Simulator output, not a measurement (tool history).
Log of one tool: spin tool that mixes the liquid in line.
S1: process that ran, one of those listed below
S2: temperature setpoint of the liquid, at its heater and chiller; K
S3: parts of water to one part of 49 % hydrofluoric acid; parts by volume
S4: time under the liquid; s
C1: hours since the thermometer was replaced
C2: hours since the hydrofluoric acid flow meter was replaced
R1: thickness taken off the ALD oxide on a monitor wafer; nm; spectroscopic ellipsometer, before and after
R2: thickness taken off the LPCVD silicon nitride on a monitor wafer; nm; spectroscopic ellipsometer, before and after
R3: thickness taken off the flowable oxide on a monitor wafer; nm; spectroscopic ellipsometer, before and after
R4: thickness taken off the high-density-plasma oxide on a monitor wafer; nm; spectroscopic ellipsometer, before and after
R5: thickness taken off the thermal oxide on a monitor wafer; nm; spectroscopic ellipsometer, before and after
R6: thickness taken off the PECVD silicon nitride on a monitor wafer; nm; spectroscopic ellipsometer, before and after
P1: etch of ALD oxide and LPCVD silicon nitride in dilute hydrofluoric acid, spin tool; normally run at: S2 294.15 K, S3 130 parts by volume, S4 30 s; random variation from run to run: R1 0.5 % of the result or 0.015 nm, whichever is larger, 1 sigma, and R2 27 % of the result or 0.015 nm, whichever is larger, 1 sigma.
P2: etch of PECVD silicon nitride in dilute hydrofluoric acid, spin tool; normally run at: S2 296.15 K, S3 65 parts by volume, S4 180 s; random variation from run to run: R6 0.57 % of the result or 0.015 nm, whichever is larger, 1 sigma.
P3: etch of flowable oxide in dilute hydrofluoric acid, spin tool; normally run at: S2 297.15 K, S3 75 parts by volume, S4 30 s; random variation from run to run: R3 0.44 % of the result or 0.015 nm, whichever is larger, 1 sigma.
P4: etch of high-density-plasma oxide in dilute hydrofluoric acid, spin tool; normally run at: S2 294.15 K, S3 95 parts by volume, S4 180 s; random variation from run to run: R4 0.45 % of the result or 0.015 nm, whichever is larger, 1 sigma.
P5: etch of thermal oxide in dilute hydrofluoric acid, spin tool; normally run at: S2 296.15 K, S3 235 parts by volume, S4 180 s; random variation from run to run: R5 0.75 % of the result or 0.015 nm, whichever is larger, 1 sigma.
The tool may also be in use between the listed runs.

Run 1, hour 6.4: S1 P1, S2 294.15 K, S3 130 parts by volume, S4 30 s; C1 266; C2 265.5. Result: R1 6.3622 nm, R2 0.098484 nm.
Run 2, hour 17.3: S1 P3, S2 297.15 K, S3 75 parts by volume, S4 30 s; C1 276.9; C2 276.4. Result: R3 17.525 nm.
Run 3, hour 24.4: S1 P4, S2 299.65 K, S3 95 parts by volume, S4 180 s; C1 284; C2 283.5. Result: R4 13.516 nm.
Run 4, hour 31: S1 P1, S2 294.15 K, S3 240 parts by volume, S4 30 s; C1 290.6; C2 290.1. Result: R1 3.0857 nm, R2 0.030375 nm.
Run 5, hour 42.3: S1 P3, S2 297.15 K, S3 75 parts by volume, S4 15 s; C1 301.9; C2 301.4. Result: R3 8.8202 nm.
Run 6, hour 53.8: S1 P1, S2 299.15 K, S3 130 parts by volume, S4 30 s; C1 313.4; C2 312.9. Result: R1 7.8201 nm, R2 0.12876 nm.
Run 7, hour 60.3: S1 P1, S2 290.15 K, S3 130 parts by volume, S4 30 s; C1 319.9; C2 319.4. Result: R1 5.4263 nm, R2 0.068789 nm.
Run 8, hour 71.7: S1 P4, S2 294.15 K, S3 95 parts by volume, S4 180 s; C1 331.3; C2 330.8. Result: R4 10.876 nm.
Run 9, hour 82.7: S1 P5, S2 296.15 K, S3 235 parts by volume, S4 270 s; C1 342.3; C2 341.8. Result: R5 4.9258 nm.
Run 10, hour 89.7: S1 P1, S2 294.15 K, S3 35 parts by volume, S4 30 s; C1 349.3; C2 348.8. Result: R1 26.505 nm, R2 0.39944 nm.
At hour 102.3: hydrofluoric acid flow meter replaced.
Run 11, hour 102.3: S1 P2, S2 296.15 K, S3 65 parts by volume, S4 180 s; C1 361.9; C2 0. Result: R6 7.927 nm.
Run 12, hour 114.8: S1 P4, S2 294.15 K, S3 95 parts by volume, S4 350 s; C1 374.4; C2 12.5. Result: R4 21.137 nm.
Run 13, hour 125.2: S1 P1, S2 294.15 K, S3 130 parts by volume, S4 15 s; C1 384.8; C2 22.9. Result: R1 3.1841 nm, R2 0.044757 nm.
Run 14, hour 134: S1 P3, S2 297.15 K, S3 30 parts by volume, S4 30 s; C1 393.6; C2 31.7. Result: R3 46.833 nm.
Run 15, hour 145.9: S1 P1, S2 294.15 K, S3 130 parts by volume, S4 30 s; C1 405.5; C2 43.6. Result: R1 6.3641 nm, R2 0.11244 nm.
Run 16, hour 152.1: S1 P2, S2 302.65 K, S3 65 parts by volume, S4 180 s; C1 411.7; C2 49.8. Result: R6 12.151 nm.
Run 17, hour 164.4: S1 P1, S2 294.15 K, S3 130 parts by volume, S4 30 s; C1 424; C2 62.1. Result: R1 6.3386 nm, R2 0.10985 nm.
Run 18, hour 174.4: S1 P1, S2 294.15 K, S3 130 parts by volume, S4 30 s; C1 434; C2 72.1. Result: R1 6.4184 nm, R2 0.08274 nm.
Run 19, hour 183.5: S1 P1, S2 290.15 K, S3 130 parts by volume, S4 15 s; C1 443.1; C2 81.2. Result: R1 2.7425 nm, R2 0.034606 nm.
Run 20, hour 191.9: S1 P5, S2 296.15 K, S3 235 parts by volume, S4 180 s; C1 451.5; C2 89.6. Result: R5 3.2705 nm.
Run 21, hour 202.2: S1 P2, S2 296.15 K, S3 65 parts by volume, S4 180 s; C1 461.8; C2 99.9. Result: R6 7.8887 nm.
Run 22, hour 208.3: S1 P5, S2 304.65 K, S3 235 parts by volume, S4 180 s; C1 467.9; C2 106. Result: R5 4.3386 nm.
Run 23, hour 219.8: S1 P1, S2 299.65 K, S3 70 parts by volume, S4 30 s; C1 479.4; C2 117.5. Result: R1 15.679 nm, R2 0.21583 nm.
Run 24, hour 230.7: S1 P5, S2 296.15 K, S3 235 parts by volume, S4 180 s; C1 490.3; C2 128.4. Result: R5 3.3366 nm.
At hour 237.3: thermometer replaced.
Run 25, hour 243.2: S1 P1, S2 294.15 K, S3 130 parts by volume, S4 30 s; C1 6; C2 140.9. Result: R1 6.3641 nm, R2 0.11974 nm.
Run 26, hour 251: S1 P2, S2 296.15 K, S3 110 parts by volume, S4 180 s; C1 13.8; C2 148.7. Result: R6 4.7768 nm.
Run 27, hour 262: S1 P4, S2 294.15 K, S3 170 parts by volume, S4 180 s; C1 24.8; C2 159.7. Result: R4 5.6161 nm.
Run 28, hour 272.6: S1 P4, S2 294.15 K, S3 95 parts by volume, S4 180 s; C1 35.4; C2 170.3. Result: R4 10.893 nm.
Run 29, hour 281: S1 P1, S2 294.15 K, S3 130 parts by volume, S4 55 s; C1 43.8; C2 178.7. Result: R1 11.565 nm, R2 0.16863 nm.
Run 30, hour 289.8: S1 P5, S2 296.15 K, S3 60 parts by volume, S4 180 s; C1 52.6; C2 187.5. Result: R5 15.672 nm.
Run 31, hour 300.2: S1 P2, S2 296.15 K, S3 65 parts by volume, S4 305 s; C1 63; C2 197.9. Result: R6 13.464 nm.
Run 32, hour 313: S1 P3, S2 293.15 K, S3 75 parts by volume, S4 30 s; C1 75.8; C2 210.7. Result: R3 14.988 nm.
Run 33, hour 324.3: S1 P1, S2 294.15 K, S3 130 parts by volume, S4 30 s; C1 87.1; C2 222. Result: R1 6.3505 nm, R2 0.099556 nm.
Run 34, hour 333.1: S1 P1, S2 294.15 K, S3 130 parts by volume, S4 30 s; C1 95.9; C2 230.8. Result: R1 6.3387 nm, R2 0.071145 nm.
Run 35, hour 343.8: S1 P1, S2 294.15 K, S3 130 parts by volume, S4 30 s; C1 106.6; C2 241.5. Result: R1 6.1644 nm, R2 0.12134 nm.
Run 36, hour 354.5: S1 P1, S2 294.15 K, S3 130 parts by volume, S4 30 s; C1 117.3; C2 252.2. Result: R1 6.1849 nm, R2 0.11717 nm.
Run 37, hour 363.4: S1 P1, S2 294.15 K, S3 130 parts by volume, S4 30 s; C1 126.2; C2 261.1. Result: R1 6.0237 nm, R2 0.06389 nm.
Run 38, hour 370.4: S1 P1, S2 294.15 K, S3 130 parts by volume, S4 30 s; C1 133.2; C2 268.1. Result: R1 6.0714 nm, R2 0.083355 nm.
Run 39, hour 379.1: S1 P1, S2 294.15 K, S3 130 parts by volume, S4 30 s; C1 141.9; C2 276.8. Result: R1 6.0178 nm, R2 0.076605 nm.
Run 40, hour 387.7: S1 P1, S2 294.15 K, S3 130 parts by volume, S4 30 s; C1 150.5; C2 285.4. Result: R1 6.063 nm, R2 0.089267 nm.
Run 41, hour 399.8: S1 P1, S2 294.15 K, S3 130 parts by volume, S4 30 s; C1 162.6; C2 297.5. Result: R1 5.9994 nm, R2 0.089315 nm.
Run 42, hour 412.1: S1 P1, S2 294.15 K, S3 130 parts by volume, S4 30 s; C1 174.9; C2 309.8. Result: R1 6.0373 nm, R2 0.13526 nm.
Run 43, hour 421.2: S1 P1, S2 294.15 K, S3 130 parts by volume, S4 30 s; C1 184; C2 318.9. Result: R1 6.0002 nm, R2 0.11314 nm.
Run 44, hour 433.1: S1 P1, S2 294.15 K, S3 130 parts by volume, S4 30 s; C1 195.9; C2 330.8. Result: R1 5.9659 nm, R2 0.09482 nm.

What P1 gives has crept away from where it was. These 2 causes fit the log equally well, each at the size given:
A: hydrofluoric acid flow below the setpoint (%) = 5.02
B: liquid colder than its thermometer reads (K) = 1.47
The creep began at about hour 324.3.

4 check runs are offered, one wafer each, their results left as question marks. Which one tells the causes apart?
Run check 1, hour 445: S1 P2, S2 296.15 K, S3 105 parts by volume, S4 270 s. Result: R6 ?.
Run check 2, hour 445: S1 P3, S2 297.15 K, S3 35 parts by volume, S4 30 s. Result: R3 ?.
Run check 3, hour 445: S1 P5, S2 304.15 K, S3 95 parts by volume, S4 180 s. Result: R5 ?.
Run check 4, hour 445: S1 P4, S2 294.15 K, S3 125 parts by volume, S4 180 s. Result: R4 ?.

What each check would give under each cause:
  check  result    if A    if B
check 1      R6  7.0969  6.7688
check 2      R3  37.673  37.388
check 3      R5  12.112  12.155
check 4      R4   7.539  7.5353
How far apart the two closest causes lie, in the result that separates them most: check 1 4.73 %; check 2 0.76 %; check 3 0.36 %; check 4 0.05 %
Only check 1 tells the causes apart: in the others they would give nearly the same result.

Then check 1 was run and gave: R6 7.1029 nm. Which cause is it?

It is A: hydrofluoric acid flow below the setpoint (%).
